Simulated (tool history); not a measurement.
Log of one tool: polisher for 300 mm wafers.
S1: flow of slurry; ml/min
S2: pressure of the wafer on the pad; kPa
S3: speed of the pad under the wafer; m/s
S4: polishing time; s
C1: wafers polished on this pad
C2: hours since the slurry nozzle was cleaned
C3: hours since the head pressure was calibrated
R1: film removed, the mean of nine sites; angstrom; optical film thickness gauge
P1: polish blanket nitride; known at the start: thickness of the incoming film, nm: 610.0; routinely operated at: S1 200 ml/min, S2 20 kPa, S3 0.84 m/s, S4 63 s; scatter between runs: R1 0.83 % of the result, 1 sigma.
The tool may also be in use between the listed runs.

{"run": 1, "hour": 3.6, "S1": 200, "S2": 20, "S3": 0.84, "S4": 63, "C1": 239, "C2": 524.1, "C3": 560.5, "R1": 669.27}
{"run": 2, "hour": 8.1, "S1": 200, "S2": 9, "S3": 0.84, "S4": 63, "C1": 289, "C2": 528.6, "C3": 565, "R1": 299.39}
{"hour": 8.2, "done": "slurry nozzle cleaned"}
{"run": 3, "hour": 10.6, "S1": 200, "S2": 20, "S3": 0.84, "S4": 63, "C1": 317, "C2": 2.4, "C3": 567.5, "R1": 671.55}
{"run": 4, "hour": 15.1, "S1": 200, "S2": 27.6, "S3": 1.3, "S4": 63, "C1": 367, "C2": 6.9, "C3": 572, "R1": 1307.3}
{"run": 5, "hour": 17.4, "S1": 200, "S2": 20, "S3": 0.84, "S4": 100, "C1": 392, "C2": 9.2, "C3": 574.3, "R1": 1056.1}
{"run": 6, "hour": 20.4, "S1": 300, "S2": 20, "S3": 0.84, "S4": 63, "C1": 426, "C2": 12.2, "C3": 577.3, "R1": 685.32}
{"run": 7, "hour": 23.9, "S1": 200, "S2": 20, "S3": 0.84, "S4": 39, "C1": 464, "C2": 15.7, "C3": 580.8, "R1": 419.45}
{"run": 8, "hour": 27.5, "S1": 200, "S2": 20, "S3": 0.84, "S4": 63, "C1": 504, "C2": 19.3, "C3": 584.4, "R1": 663.83}
{"run": 9, "hour": 30.5, "S1": 200, "S2": 20, "S3": 0.4, "S4": 63, "C1": 538, "C2": 22.3, "C3": 587.4, "R1": 367.16}
{"run": 10, "hour": 32.8, "S1": 120, "S2": 20, "S3": 0.84, "S4": 63, "C1": 563, "C2": 24.6, "C3": 589.7, "R1": 618.85}
{"run": 11, "hour": 36.2, "S1": 200, "S2": 29.6, "S3": 0.84, "S4": 63, "C1": 601, "C2": 28, "C3": 593.1, "R1": 988.2}
{"run": 12, "hour": 38.4, "S1": 200, "S2": 20, "S3": 0.84, "S4": 63, "C1": 626, "C2": 30.2, "C3": 595.3, "R1": 656.93}
{"run": 13, "hour": 40.5, "S1": 250, "S2": 11, "S3": 0.84, "S4": 63, "C1": 649, "C2": 32.3, "C3": 597.4, "R1": 379.68}
{"run": 14, "hour": 43.5, "S1": 200, "S2": 20, "S3": 1.1, "S4": 63, "C1": 682, "C2": 35.3, "C3": 600.4, "R1": 814.85}
{"run": 15, "hour": 45.6, "S1": 200, "S2": 20, "S3": 0.84, "S4": 63, "C1": 706, "C2": 37.4, "C3": 602.5, "R1": 665.09}
{"run": 16, "hour": 47.6, "S1": 200, "S2": 20, "S3": 0.84, "S4": 63, "C1": 728, "C2": 39.4, "C3": 604.5, "R1": 655.35}
{"run": 17, "hour": 51.5, "S1": 200, "S2": 20, "S3": 0.84, "S4": 63, "C1": 771, "C2": 43.3, "C3": 608.4, "R1": 647.95}
{"run": 18, "hour": 56.0, "S1": 200, "S2": 20, "S3": 0.84, "S4": 63, "C1": 821, "C2": 47.8, "C3": 612.9, "R1": 646.64}
{"run": 19, "hour": 59.9, "S1": 200, "S2": 20, "S3": 0.84, "S4": 63, "C1": 865, "C2": 51.7, "C3": 616.8, "R1": 633.55}
{"run": 20, "hour": 62.3, "S1": 200, "S2": 20, "S3": 0.84, "S4": 63, "C1": 892, "C2": 54.1, "C3": 619.2, "R1": 623.74}
{"run": 21, "hour": 66.9, "S1": 200, "S2": 20, "S3": 0.84, "S4": 63, "C1": 943, "C2": 58.7, "C3": 623.8, "R1": 617.87}
{"run": 22, "hour": 70.9, "S1": 200, "S2": 20, "S3": 0.84, "S4": 63, "C1": 987, "C2": 62.7, "C3": 627.8, "R1": 615.63}
{"hour": 73.2, "done": "head pressure recalibrated"}
{"run": 23, "hour": 73.2, "S1": 200, "S2": 20, "S3": 0.84, "S4": 63, "C1": 1013, "C2": 65, "C3": 0, "R1": 616.12}
{"run": 24, "hour": 76.8, "S1": 200, "S2": 20, "S3": 0.84, "S4": 63, "C1": 1053, "C2": 68.6, "C3": 3.6, "R1": 614.75}
{"run": 25, "hour": 81.1, "S1": 200, "S2": 20, "S3": 0.84, "S4": 63, "C1": 1101, "C2": 72.9, "C3": 7.9, "R1": 613.42}
{"run": 26, "hour": 85.1, "S1": 200, "S2": 20, "S3": 0.84, "S4": 63, "C1": 1145, "C2": 76.9, "C3": 11.9, "R1": 617.36}

What P1 gives has crept away from where it was. These 2 causes fit the log equally well, each at the size given:
A: slurry flow missing at the pad, % = 37.6
B: removal rate lost through wear of the pad, % = 7.55
The onset of the drift is placed at about hour 45.6.
All other causes, with the reason each is excluded:
head's pressure below its setpoint, %: serviced at hour 73.2, after the change had begun; the process did not return to its earlier output

Which of the check runs below tells the causes apart, meaning the causes would give it clearly different results? Each run uses 5 wafers whose results are averaged, and each result is shown as a question mark.
{"run": "check 1", "hour": 89.1, "S1": 200, "S2": 20, "S3": 0.84, "S4": 97, "R1": "?"}
{"run": "check 2", "hour": 89.1, "S1": 200, "S2": 10.3, "S3": 0.84, "S4": 63, "R1": "?"}
{"run": "check 3", "hour": 89.1, "S1": 200, "S2": 15.2, "S3": 0.56, "S4": 63, "R1": "?"}
{"run": "check 4", "hour": 89.1, "S1": 145, "S2": 13.1, "S3": 0.84, "S4": 63, "R1": "?"}

Check results expected under each cause:
check=check_1 result=R1 if_A=946.57 if_B=946.4
check=check_2 result=R1 if_A=317.99 if_B=317.93
check=check_3 result=R1 if_A=337.19 if_B=337.13
check=check_4 result=R1 if_A=373.23 if_B=383.22
Per-check spread between the two closest causes, in the result where they differ most: check 1 0.02 %; check 2 0.02 %; check 3 0.02 %; check 4 2.64 %
Only check 4 tells the causes apart: in the others they would give nearly the same result.

Check 4 has now been run. It gave: R1 374.97 angstrom. Which of the candidate causes is it?

It is A: slurry flow missing at the pad, %.
